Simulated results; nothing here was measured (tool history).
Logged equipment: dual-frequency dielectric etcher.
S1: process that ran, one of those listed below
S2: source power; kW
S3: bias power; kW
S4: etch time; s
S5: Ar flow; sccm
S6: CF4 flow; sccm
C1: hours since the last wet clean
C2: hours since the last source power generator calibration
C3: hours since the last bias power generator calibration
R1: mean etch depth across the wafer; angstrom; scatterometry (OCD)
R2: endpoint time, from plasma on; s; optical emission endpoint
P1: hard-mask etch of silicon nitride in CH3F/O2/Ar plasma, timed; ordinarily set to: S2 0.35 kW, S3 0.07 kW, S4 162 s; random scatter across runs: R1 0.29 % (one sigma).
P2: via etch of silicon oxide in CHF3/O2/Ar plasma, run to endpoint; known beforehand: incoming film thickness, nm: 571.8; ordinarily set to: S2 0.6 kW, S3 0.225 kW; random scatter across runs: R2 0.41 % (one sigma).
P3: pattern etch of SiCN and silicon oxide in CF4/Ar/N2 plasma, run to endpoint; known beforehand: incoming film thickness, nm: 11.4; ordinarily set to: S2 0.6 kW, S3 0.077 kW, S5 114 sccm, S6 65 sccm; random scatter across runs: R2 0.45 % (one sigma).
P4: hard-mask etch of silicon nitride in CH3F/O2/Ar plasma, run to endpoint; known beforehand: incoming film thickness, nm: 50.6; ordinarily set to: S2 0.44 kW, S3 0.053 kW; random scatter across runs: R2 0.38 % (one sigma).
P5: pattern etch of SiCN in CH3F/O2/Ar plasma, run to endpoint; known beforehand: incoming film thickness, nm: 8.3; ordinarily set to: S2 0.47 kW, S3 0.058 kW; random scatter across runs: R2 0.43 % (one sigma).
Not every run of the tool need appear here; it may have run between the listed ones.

run	hour	S1	S2	S3	S4	S5	S6	C1	C2	C3	R1	R2
1	7.2	P1	0.35	0.07	162			282.2	2562.7	719	1101.5	
2	15.7	P2	0.6	0.225				290.7	2571.2	727.5		272.91
3	24.2	P1	0.35	0.07	162			299.2	2579.7	736	1095.6	
4	36.6	P1	0.42	0.07	162			311.6	2592.1	748.4	1178.4	
5	48.1	P2	0.6	0.225				323.1	2603.6	759.9		272.59
6	54.9	P1	0.35	0.07	197.5			329.9	2610.4	766.7	1342.5	
7	65.9	P3	0.6	0.077		143	65	340.9	2621.4	777.7		10.918
8	80.2	P5	0.29	0.058				355.2	2635.7	792		27.346
9	88.8	P1	0.35	0.098	162			363.8	2644.3	800.6	1241.5	
10	96.6	P2	0.36	0.225				371.6	2652.1	808.4		329.87
11	111.7	P3	0.6	0.077		114	90	386.7	2667.2	823.5		10.023
12	120.6	P4	0.44	0.053				395.6	2676.1	832.4		79.278
13	135.1	P5	0.47	0.081				410.1	2690.6	846.9		20.229
# hour 145.6: bias power generator calibrated
14	147.1	P2	0.6	0.312				422.1	2702.6	1.6		244.01
15	161.8	P4	0.44	0.071				436.8	2717.3	16.3		71.705
16	171.4	P3	0.83	0.077		114	65	446.4	2726.9	25.9		7.9336
17	181	P3	0.6	0.077		114	65	456	2736.5	35.5		10.55

Predict the results of run 18:
18	192.8	P3	0.6	0.077		114	65	467.8	2748.3	47.3		?

{"run 18": {"R2": 10.501}}
